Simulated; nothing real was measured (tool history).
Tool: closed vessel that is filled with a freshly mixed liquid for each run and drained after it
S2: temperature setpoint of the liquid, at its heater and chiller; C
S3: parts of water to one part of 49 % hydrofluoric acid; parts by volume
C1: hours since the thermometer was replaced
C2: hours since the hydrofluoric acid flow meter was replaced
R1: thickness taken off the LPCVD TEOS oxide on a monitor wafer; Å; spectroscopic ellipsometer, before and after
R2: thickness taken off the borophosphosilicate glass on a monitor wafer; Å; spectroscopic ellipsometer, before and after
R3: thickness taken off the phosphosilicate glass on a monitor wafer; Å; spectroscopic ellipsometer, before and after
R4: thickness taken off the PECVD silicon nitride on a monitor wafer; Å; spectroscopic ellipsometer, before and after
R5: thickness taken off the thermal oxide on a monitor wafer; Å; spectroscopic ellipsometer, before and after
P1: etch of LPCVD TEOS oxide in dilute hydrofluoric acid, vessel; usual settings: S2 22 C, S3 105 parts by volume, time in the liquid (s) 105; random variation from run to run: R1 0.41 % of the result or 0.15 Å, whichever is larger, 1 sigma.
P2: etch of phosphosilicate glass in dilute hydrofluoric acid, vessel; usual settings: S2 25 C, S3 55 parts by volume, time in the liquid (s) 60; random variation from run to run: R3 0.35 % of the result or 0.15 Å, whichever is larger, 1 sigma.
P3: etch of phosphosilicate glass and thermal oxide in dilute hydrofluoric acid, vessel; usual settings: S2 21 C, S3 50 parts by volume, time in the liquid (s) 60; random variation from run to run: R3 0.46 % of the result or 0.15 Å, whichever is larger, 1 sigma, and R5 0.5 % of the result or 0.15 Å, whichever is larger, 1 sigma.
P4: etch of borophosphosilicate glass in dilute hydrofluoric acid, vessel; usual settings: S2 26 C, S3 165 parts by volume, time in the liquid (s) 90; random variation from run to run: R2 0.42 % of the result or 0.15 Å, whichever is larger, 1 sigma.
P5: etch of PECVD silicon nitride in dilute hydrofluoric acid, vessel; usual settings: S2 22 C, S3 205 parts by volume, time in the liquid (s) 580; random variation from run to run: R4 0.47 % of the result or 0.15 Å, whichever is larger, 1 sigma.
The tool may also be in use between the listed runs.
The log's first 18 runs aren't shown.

{"run": 19, "hour": 165.3, "process that ran": "P1", "S2": 22, "S3": 105, "time in the liquid (s)": 105, "C1": 834.3, "C2": 1025.7, "R1": 157.28}
{"run": 20, "hour": 170.8, "process that ran": "P1", "S2": 22, "S3": 140, "time in the liquid (s)": 105, "C1": 839.8, "C2": 1031.2, "R1": 112.58}
{"run": 21, "hour": 182.3, "process that ran": "P4", "S2": 26, "S3": 165, "time in the liquid (s)": 90, "C1": 851.3, "C2": 1042.7, "R2": 253.13}
{"run": 22, "hour": 194.7, "process that ran": "P4", "S2": 26, "S3": 75, "time in the liquid (s)": 90, "C1": 863.7, "C2": 1055.1, "R2": 623.99}
{"run": 23, "hour": 205.4, "process that ran": "P5", "S2": 22, "S3": 205, "time in the liquid (s)": 580, "C1": 874.4, "C2": 1065.8, "R4": 62.133}
{"run": 24, "hour": 214.5, "process that ran": "P1", "S2": 22, "S3": 105, "time in the liquid (s)": 105, "C1": 883.5, "C2": 1074.9, "R1": 156.81}
{"run": 25, "hour": 222.3, "process that ran": "P3", "S2": 21, "S3": 70, "time in the liquid (s)": 60, "C1": 891.3, "C2": 1082.7, "R3": 460.34, "R5": 35.702}
{"run": 26, "hour": 232.1, "process that ran": "P3", "S2": 21, "S3": 50, "time in the liquid (s)": 60, "C1": 901.1, "C2": 1092.5, "R3": 669.92, "R5": 51.536}
{"run": 27, "hour": 242.4, "process that ran": "P2", "S2": 25, "S3": 95, "time in the liquid (s)": 60, "C1": 911.4, "C2": 1102.8, "R3": 453.41}
{"run": 28, "hour": 249.0, "process that ran": "P3", "S2": 21, "S3": 50, "time in the liquid (s)": 60, "C1": 918, "C2": 1109.4, "R3": 665.87, "R5": 51.064}
{"run": 29, "hour": 255.4, "process that ran": "P1", "S2": 22, "S3": 40, "time in the liquid (s)": 105, "C1": 924.4, "C2": 1115.8, "R1": 446.35}
{"run": 30, "hour": 264.2, "process that ran": "P1", "S2": 22, "S3": 105, "time in the liquid (s)": 105, "C1": 933.2, "C2": 1124.6, "R1": 157.03}
{"run": 31, "hour": 270.1, "process that ran": "P1", "S2": 22, "S3": 165, "time in the liquid (s)": 160, "C1": 939.1, "C2": 1130.5, "R1": 141.72}
{"run": 32, "hour": 277.4, "process that ran": "P1", "S2": 22, "S3": 105, "time in the liquid (s)": 195, "C1": 946.4, "C2": 1137.8, "R1": 289.49}
{"run": 33, "hour": 289.6, "process that ran": "P1", "S2": 30.5, "S3": 105, "time in the liquid (s)": 105, "C1": 958.6, "C2": 1150, "R1": 218.45}
{"run": 34, "hour": 297.1, "process that ran": "P1", "S2": 22, "S3": 105, "time in the liquid (s)": 105, "C1": 966.1, "C2": 1157.5, "R1": 157.4}
{"run": 35, "hour": 306.0, "process that ran": "P1", "S2": 22, "S3": 105, "time in the liquid (s)": 105, "C1": 975, "C2": 1166.4, "R1": 163.69}
{"run": 36, "hour": 315.2, "process that ran": "P1", "S2": 22, "S3": 105, "time in the liquid (s)": 105, "C1": 984.2, "C2": 1175.6, "R1": 167.54}

Forecast run 37:
{"run": 37, "hour": 323.5, "process that ran": "P1", "S2": 22, "S3": 105, "time in the liquid (s)": 105, "C1": 992.5, "C2": 1183.9, "R1": "?"}

R1: 169.38 Å
